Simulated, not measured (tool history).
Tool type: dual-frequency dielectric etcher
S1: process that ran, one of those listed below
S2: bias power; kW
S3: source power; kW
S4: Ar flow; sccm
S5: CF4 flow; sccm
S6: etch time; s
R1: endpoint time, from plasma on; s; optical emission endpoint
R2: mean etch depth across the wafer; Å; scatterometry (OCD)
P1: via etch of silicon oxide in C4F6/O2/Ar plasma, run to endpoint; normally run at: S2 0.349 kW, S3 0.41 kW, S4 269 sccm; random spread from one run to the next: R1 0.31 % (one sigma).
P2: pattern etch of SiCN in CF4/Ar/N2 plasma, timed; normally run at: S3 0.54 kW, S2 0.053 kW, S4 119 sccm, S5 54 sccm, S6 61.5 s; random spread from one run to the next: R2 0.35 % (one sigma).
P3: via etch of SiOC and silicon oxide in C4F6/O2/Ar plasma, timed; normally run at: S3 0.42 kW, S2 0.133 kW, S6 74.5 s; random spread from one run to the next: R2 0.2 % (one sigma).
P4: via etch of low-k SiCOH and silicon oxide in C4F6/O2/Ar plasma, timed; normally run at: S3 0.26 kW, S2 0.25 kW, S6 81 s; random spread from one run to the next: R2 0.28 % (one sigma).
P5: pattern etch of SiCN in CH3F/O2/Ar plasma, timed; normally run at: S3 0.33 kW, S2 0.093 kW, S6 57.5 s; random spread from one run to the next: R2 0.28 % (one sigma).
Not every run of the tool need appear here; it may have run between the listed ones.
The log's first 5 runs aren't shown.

Run 6, day 2.975: S1 P3, S2 0.133 kW, S3 0.42 kW, S6 74.5 s. Result: R2 775.95 Å.
Run 7, day 3.392: S1 P5, S2 0.093 kW, S3 0.33 kW, S6 77.5 s. Result: R2 302.56 Å.
Run 8, day 3.975: S1 P4, S2 0.25 kW, S3 0.26 kW, S6 81 s. Result: R2 2176.1 Å.
Run 9, day 4.667: S1 P3, S2 0.168 kW, S3 0.42 kW, S6 74.5 s. Result: R2 836.26 Å.
Run 10, day 5.25: S1 P4, S2 0.148 kW, S3 0.26 kW, S6 81 s. Result: R2 1835.2 Å.
Run 11, day 5.567: S1 P4, S2 0.25 kW, S3 0.32 kW, S6 81 s. Result: R2 2355.6 Å.
Run 12, day 5.979: S1 P4, S2 0.25 kW, S3 0.26 kW, S6 115.5 s. Result: R2 3123.1 Å.
Run 13, day 6.45: S1 P1, S2 0.26 kW, S3 0.41 kW, S4 269 sccm. Result: R1 21.289 s.
Run 14, day 7.042: S1 P2, S2 0.053 kW, S3 0.54 kW, S4 119 sccm, S5 54 sccm, S6 61.5 s. Result: R2 501.28 Å.
Run 15, day 7.388: S1 P2, S2 0.053 kW, S3 0.54 kW, S4 119 sccm, S5 41 sccm, S6 61.5 s. Result: R2 476.34 Å.
Run 16, day 7.821: S1 P1, S2 0.349 kW, S3 0.41 kW, S4 161 sccm. Result: R1 18.246 s.
Run 17, day 8.217: S1 P4, S2 0.25 kW, S3 0.26 kW, S6 81 s. Result: R2 2184.5 Å.
Run 18, day 8.629: S1 P1, S2 0.349 kW, S3 0.57 kW, S4 269 sccm. Result: R1 17.088 s.
Run 19, day 9.208: S1 P5, S2 0.118 kW, S3 0.33 kW, S6 57.5 s. Result: R2 248.74 Å.
Run 20, day 9.925: S1 P5, S2 0.093 kW, S3 0.33 kW, S6 57.5 s. Result: R2 224.74 Å.
Run 21, day 10.454: S1 P1, S2 0.265 kW, S3 0.41 kW, S4 365 sccm. Result: R1 21.929 s.
Run 22, day 11.054: S1 P3, S2 0.133 kW, S3 0.42 kW, S6 74.5 s. Result: R2 774.95 Å.
Run 23, day 11.625: S1 P2, S2 0.053 kW, S3 0.74 kW, S4 119 sccm, S5 54 sccm, S6 61.5 s. Result: R2 665.02 Å.
Run 24, day 12.267: S1 P1, S2 0.349 kW, S3 0.41 kW, S4 269 sccm. Result: R1 19.356 s.
Run 25, day 12.929: S1 P2, S2 0.053 kW, S3 0.54 kW, S4 150 sccm, S5 54 sccm, S6 61.5 s. Result: R2 480.99 Å.
At day 13.517: source power generator calibrated.
Run 26, day 13.583: S1 P1, S2 0.349 kW, S3 0.28 kW, S4 269 sccm. Result: R1 22.353 s.

Run 27, settings as shown, results not yet in. Your forecast:
Run 27, day 13.954: S1 P1, S2 0.23 kW, S3 0.41 kW, S4 183 sccm. Result: R1 ?.

Run 27 yielded R1 21.359 s.
